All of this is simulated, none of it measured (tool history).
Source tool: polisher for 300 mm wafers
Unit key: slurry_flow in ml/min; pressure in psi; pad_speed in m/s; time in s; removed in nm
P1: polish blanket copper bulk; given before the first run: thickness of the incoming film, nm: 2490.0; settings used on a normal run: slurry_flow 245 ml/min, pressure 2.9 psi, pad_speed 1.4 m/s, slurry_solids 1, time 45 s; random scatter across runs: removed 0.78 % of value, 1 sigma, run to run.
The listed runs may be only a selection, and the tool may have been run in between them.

| run | hour | slurry_flow | pressure | pad_speed | slurry_solids | time | wafers polished on this pad | hours since the slurry nozzle was cleaned | hours since the head pressure was calibrated | hours since the slurry blender was calibrated | removed |
|---|---|---|---|---|---|---|---|---|---|---|---|
| 1 | 14.7 | 245 | 2.9 | 1.4 | 1 | 45 | 617 | 87.1 | 207.6 | 143.9 | 717.37 |
| 2 | 28.2 | 245 | 2.9 | 1.4 | 1 | 45 | 803 | 100.6 | 221.1 | 157.4 | 717.77 |
| 3 | 38.3 | 245 | 2.9 | 1.4 | 1 | 45 | 942 | 110.7 | 231.2 | 167.5 | 717.02 |
| 4 | 53.7 | 245 | 2.9 | 2 | 1 | 45 | 1154 | 126.1 | 246.6 | 182.9 | 1019.7 |
| 5 | 61.8 | 145 | 2.1 | 1.4 | 1 | 45 | 1265 | 134.2 | 254.7 | 191 | 484.45 |
| 6 | 74.5 | 245 | 2.9 | 1.4 | 1 | 25 | 1440 | 146.9 | 267.4 | 203.7 | 398.71 |
| 7 | 83 | 245 | 2.9 | 1.4 | 0.75 | 66 | 1557 | 155.4 | 275.9 | 212.2 | 1000 |
| 8 | 92.3 | 145 | 2.9 | 1.4 | 1 | 45 | 1686 | 164.7 | 285.2 | 221.5 | 662.24 |
| 9 | 107.1 | 245 | 2.9 | 1.4 | 1 | 67 | 1889 | 179.5 | 300 | 236.3 | 1061.3 |
| 10 | 114.4 | 245 | 2.9 | 1.4 | 0.55 | 45 | 1990 | 186.8 | 307.3 | 243.6 | 638.26 |
| 11 | 128.2 | 245 | 1.3 | 1.4 | 1 | 45 | 2180 | 200.6 | 321.1 | 257.4 | 322.27 |
| 12 | 139.1 | 245 | 2.9 | 1.4 | 1 | 45 | 2330 | 211.5 | 332 | 268.3 | 714.89 |
| 13 | 155.2 | 245 | 2.9 | 0.68 | 1 | 45 | 2552 | 227.6 | 348.1 | 284.4 | 351.91 |
|  | 161.9 | slurry blender recalibrated |
| 14 | 171.5 | 245 | 2.9 | 1.4 | 1 | 45 | 2777 | 243.9 | 364.4 | 9.7 | 715.42 |
| 15 | 178.9 | 245 | 2.9 | 1.4 | 1 | 45 | 2878 | 251.3 | 371.8 | 17.1 | 715.52 |
| 16 | 192.9 | 245 | 2.9 | 1.4 | 1 | 45 | 3071 | 265.3 | 385.8 | 31.1 | 711.97 |
| 17 | 208.8 | 385 | 2.9 | 1.4 | 1 | 45 | 3290 | 281.2 | 401.7 | 47 | 740.06 |
| 18 | 218.1 | 245 | 2.9 | 1.4 | 1.5 | 45 | 3418 | 290.5 | 411 | 56.3 | 782.38 |
| 19 | 231.9 | 245 | 4.6 | 1.4 | 1 | 45 | 3609 | 304.3 | 424.8 | 70.1 | 1138.5 |
| 20 | 247.9 | 245 | 2.9 | 1.4 | 1 | 45 | 3829 | 320.3 | 440.8 | 86.1 | 718.31 |
| 21 | 258.6 | 245 | 2.9 | 1.4 | 1 | 45 | 3976 | 331 | 451.5 | 96.8 | 697.42 |

Run 22, settings as shown, results not yet in. Your forecast:
| 22 | 269.2 | 245 | 2.9 | 1.4 | 1 | 45 | 4122 | 341.6 | 462.1 | 107.4 | ? |

For run 22 the tool returned removed 684.43 nm.
